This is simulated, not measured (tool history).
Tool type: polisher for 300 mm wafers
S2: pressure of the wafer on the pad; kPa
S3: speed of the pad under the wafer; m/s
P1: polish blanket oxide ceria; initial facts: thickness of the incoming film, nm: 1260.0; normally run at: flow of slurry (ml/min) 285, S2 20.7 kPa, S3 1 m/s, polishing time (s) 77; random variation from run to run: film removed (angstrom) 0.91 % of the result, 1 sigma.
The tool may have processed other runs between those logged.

run 1 hour=2.7 | flow_of_slurry_(ml/min)=285 S2=20.7 S3=1 polishing_time_(s)=77 | film_removed_(angstrom)=3634.4
run 2 hour=6.7 | flow_of_slurry_(ml/min)=285 S2=11.7 S3=1 polishing_time_(s)=77 | film_removed_(angstrom)=2046.9
run 3 hour=10.1 | flow_of_slurry_(ml/min)=285 S2=20.7 S3=1 polishing_time_(s)=111 | film_removed_(angstrom)=5172.4
run 4 hour=15.5 | flow_of_slurry_(ml/min)=285 S2=20.7 S3=1 polishing_time_(s)=77 | film_removed_(angstrom)=3556
-- hour=18.8 worn pad replaced by a new one
run 5 hour=21 | flow_of_slurry_(ml/min)=285 S2=20.7 S3=1.44 polishing_time_(s)=77 | film_removed_(angstrom)=5199.3
run 6 hour=23.7 | flow_of_slurry_(ml/min)=175 S2=20.7 S3=1.52 polishing_time_(s)=77 | film_removed_(angstrom)=5215.9
run 7 hour=26.6 | flow_of_slurry_(ml/min)=435 S2=20.7 S3=1 polishing_time_(s)=77 | film_removed_(angstrom)=3672.9
run 8 hour=32.8 | flow_of_slurry_(ml/min)=285 S2=20.7 S3=1 polishing_time_(s)=77 | film_removed_(angstrom)=3517.4
run 9 hour=38 | flow_of_slurry_(ml/min)=285 S2=20.7 S3=0.72 polishing_time_(s)=60 | film_removed_(angstrom)=2005.9
run 10 hour=42.6 | flow_of_slurry_(ml/min)=170 S2=20.7 S3=1 polishing_time_(s)=77 | film_removed_(angstrom)=3340.3
run 11 hour=48.3 | flow_of_slurry_(ml/min)=285 S2=20.7 S3=0.46 polishing_time_(s)=77 | film_removed_(angstrom)=1653.4
run 12 hour=54.1 | flow_of_slurry_(ml/min)=285 S2=31.7 S3=1 polishing_time_(s)=77 | film_removed_(angstrom)=5539.2
run 13 hour=58 | flow_of_slurry_(ml/min)=285 S2=20.7 S3=1 polishing_time_(s)=77 | film_removed_(angstrom)=3612.5
run 14 hour=63.5 | flow_of_slurry_(ml/min)=285 S2=20.7 S3=1 polishing_time_(s)=35 | film_removed_(angstrom)=1643.3
run 15 hour=68.7 | flow_of_slurry_(ml/min)=285 S2=20.7 S3=1 polishing_time_(s)=77 | film_removed_(angstrom)=3581.6
run 16 hour=74 | flow_of_slurry_(ml/min)=285 S2=20.7 S3=1 polishing_time_(s)=77 | film_removed_(angstrom)=3596.5
run 17 hour=78.2 | flow_of_slurry_(ml/min)=285 S2=20.7 S3=1 polishing_time_(s)=77 | film_removed_(angstrom)=3539.6
run 18 hour=82.3 | flow_of_slurry_(ml/min)=285 S2=20.7 S3=1 polishing_time_(s)=77 | film_removed_(angstrom)=3526.1
run 19 hour=87.8 | flow_of_slurry_(ml/min)=285 S2=20.7 S3=1 polishing_time_(s)=77 | film_removed_(angstrom)=3527.5
run 20 hour=94.1 | flow_of_slurry_(ml/min)=285 S2=20.7 S3=1 polishing_time_(s)=77 | film_removed_(angstrom)=3414.1
-- hour=97.2 worn pad replaced by a new one
run 21 hour=98.5 | flow_of_slurry_(ml/min)=285 S2=20.7 S3=1 polishing_time_(s)=77 | film_removed_(angstrom)=3443.4
run 22 hour=103.9 | flow_of_slurry_(ml/min)=285 S2=20.7 S3=1 polishing_time_(s)=77 | film_removed_(angstrom)=3424.9
run 23 hour=107.9 | flow_of_slurry_(ml/min)=285 S2=20.7 S3=1 polishing_time_(s)=77 | film_removed_(angstrom)=3442.1
run 24 hour=110.7 | flow_of_slurry_(ml/min)=285 S2=20.7 S3=1 polishing_time_(s)=77 | film_removed_(angstrom)=3440.2
run 25 hour=113.4 | flow_of_slurry_(ml/min)=285 S2=20.7 S3=1 polishing_time_(s)=77 | film_removed_(angstrom)=3413.6
run 26 hour=116.9 | flow_of_slurry_(ml/min)=285 S2=20.7 S3=1 polishing_time_(s)=77 | film_removed_(angstrom)=3386.8

The output of P1 has drifted from where it used to be. Each of the 2 causes below, taken at the size shown beside it, accounts for the log equally well:
A: head's pressure below its setpoint, % = 4.64
B: slurry flow missing at the pad, % = 33.9
Onset of the creep was near hour 74.
The rest of the possible causes, and what rules out each one:
removal rate lost through wear of the pad, %: maintenance at hour 97.2, after the shift began, did not return the process to its former output

Consider the 4 check runs below, whose results appear as question marks and each of which averages 5 wafers. Which one distinguishes the causes, in that each cause would give it a clearly different result?
run check 1 hour=120.4 | flow_of_slurry_(ml/min)=285 S2=13.1 S3=1 polishing_time_(s)=37 | film_removed_(angstrom)=?
run check 2 hour=120.4 | flow_of_slurry_(ml/min)=285 S2=20.7 S3=0.5 polishing_time_(s)=51 | film_removed_(angstrom)=?
run check 3 hour=120.4 | flow_of_slurry_(ml/min)=170 S2=20.7 S3=0.62 polishing_time_(s)=77 | film_removed_(angstrom)=?
run check 4 hour=120.4 | flow_of_slurry_(ml/min)=285 S2=31 S3=1 polishing_time_(s)=52 | film_removed_(angstrom)=?

How each check would come out, cause by cause:
check=check_1 result=film_removed_(angstrom) if_A=1041.8 if_B=1041.8
check=check_2 result=film_removed_(angstrom) if_A=1133.7 if_B=1133.7
check=check_3 result=film_removed_(angstrom) if_A=1993.9 if_B=1935.8
check=check_4 result=film_removed_(angstrom) if_A=3467.8 if_B=3467.7
Distance between the nearest two causes, measured in the result of the check that separates them most: check 1 0 %; check 2 0 %; check 3 2.95 %; check 4 0 %
The causes can be told apart only by check 3. The other checks would give nearly the same results under each of them.

Check 3 has now been run. It gave: film removed (angstrom) 1924.7. Which of the candidate causes is it?

The cause is B: slurry flow missing at the pad, %.
